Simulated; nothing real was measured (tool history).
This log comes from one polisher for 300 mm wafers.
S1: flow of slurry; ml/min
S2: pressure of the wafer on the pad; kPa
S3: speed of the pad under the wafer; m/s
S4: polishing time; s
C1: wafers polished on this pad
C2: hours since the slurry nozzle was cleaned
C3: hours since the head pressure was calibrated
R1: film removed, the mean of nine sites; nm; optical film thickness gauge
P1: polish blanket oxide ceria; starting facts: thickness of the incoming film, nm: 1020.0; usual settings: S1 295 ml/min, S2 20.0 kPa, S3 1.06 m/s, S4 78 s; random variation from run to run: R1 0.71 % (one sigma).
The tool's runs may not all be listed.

run 1 hour=7.1 | S1=295 S2=20.0 S3=1.06 S4=78 | C1=1035 C2=366.0 C3=362.4 | R1=322.84
run 2 hour=17.9 | S1=295 S2=20.0 S3=1.64 S4=78 | C1=1179 C2=376.8 C3=373.2 | R1=496.39
-- hour=20.3 head pressure recalibrated
run 3 hour=26.5 | S1=295 S2=20.0 S3=1.06 S4=78 | C1=1293 C2=385.4 C3=6.2 | R1=321.08
run 4 hour=38.8 | S1=415 S2=20.0 S3=1.06 S4=78 | C1=1456 C2=397.7 C3=18.5 | R1=327.32
run 5 hour=44.6 | S1=295 S2=20.0 S3=1.56 S4=52 | C1=1534 C2=403.5 C3=24.3 | R1=313.70
run 6 hour=51.2 | S1=295 S2=20.0 S3=1.06 S4=78 | C1=1621 C2=410.1 C3=30.9 | R1=321.51
run 7 hour=60.7 | S1=295 S2=20.0 S3=1.06 S4=35 | C1=1748 C2=419.6 C3=40.4 | R1=143.10
run 8 hour=71.9 | S1=295 S2=20.0 S3=1.06 S4=111 | C1=1896 C2=430.8 C3=51.6 | R1=458.36
run 9 hour=80.5 | S1=295 S2=20.0 S3=1.06 S4=78 | C1=2011 C2=439.4 C3=60.2 | R1=319.61
run 10 hour=91.8 | S1=295 S2=20.0 S3=1.06 S4=78 | C1=2161 C2=450.7 C3=71.5 | R1=320.33
run 11 hour=101.4 | S1=295 S2=20.0 S3=1.06 S4=78 | C1=2289 C2=460.3 C3=81.1 | R1=321.89
run 12 hour=113.0 | S1=295 S2=20.0 S3=0.78 S4=78 | C1=2443 C2=471.9 C3=92.7 | R1=236.41
run 13 hour=125.0 | S1=175 S2=20.0 S3=1.06 S4=78 | C1=2602 C2=483.9 C3=104.7 | R1=299.55
run 14 hour=134.8 | S1=295 S2=31.0 S3=1.06 S4=78 | C1=2733 C2=493.7 C3=114.5 | R1=494.38
run 15 hour=143.4 | S1=295 S2=11.7 S3=1.06 S4=78 | C1=2847 C2=502.3 C3=123.1 | R1=188.35
run 16 hour=150.5 | S1=295 S2=20.0 S3=0.80 S4=102 | C1=2941 C2=509.4 C3=130.2 | R1=317.81
run 17 hour=162.2 | S1=295 S2=20.0 S3=1.06 S4=78 | C1=3097 C2=521.1 C3=141.9 | R1=320.42
run 18 hour=168.8 | S1=295 S2=20.0 S3=1.06 S4=78 | C1=3185 C2=527.7 C3=148.5 | R1=320.03
run 19 hour=174.7 | S1=295 S2=20.0 S3=1.06 S4=78 | C1=3263 C2=533.6 C3=154.4 | R1=317.12

For run 20, what comes out?
run 20 hour=185.6 | S1=295 S2=20.0 S3=1.06 S4=78 | C1=3408 C2=544.5 C3=165.3 | R1=?

{"run 20": {"R1": 311.82}}
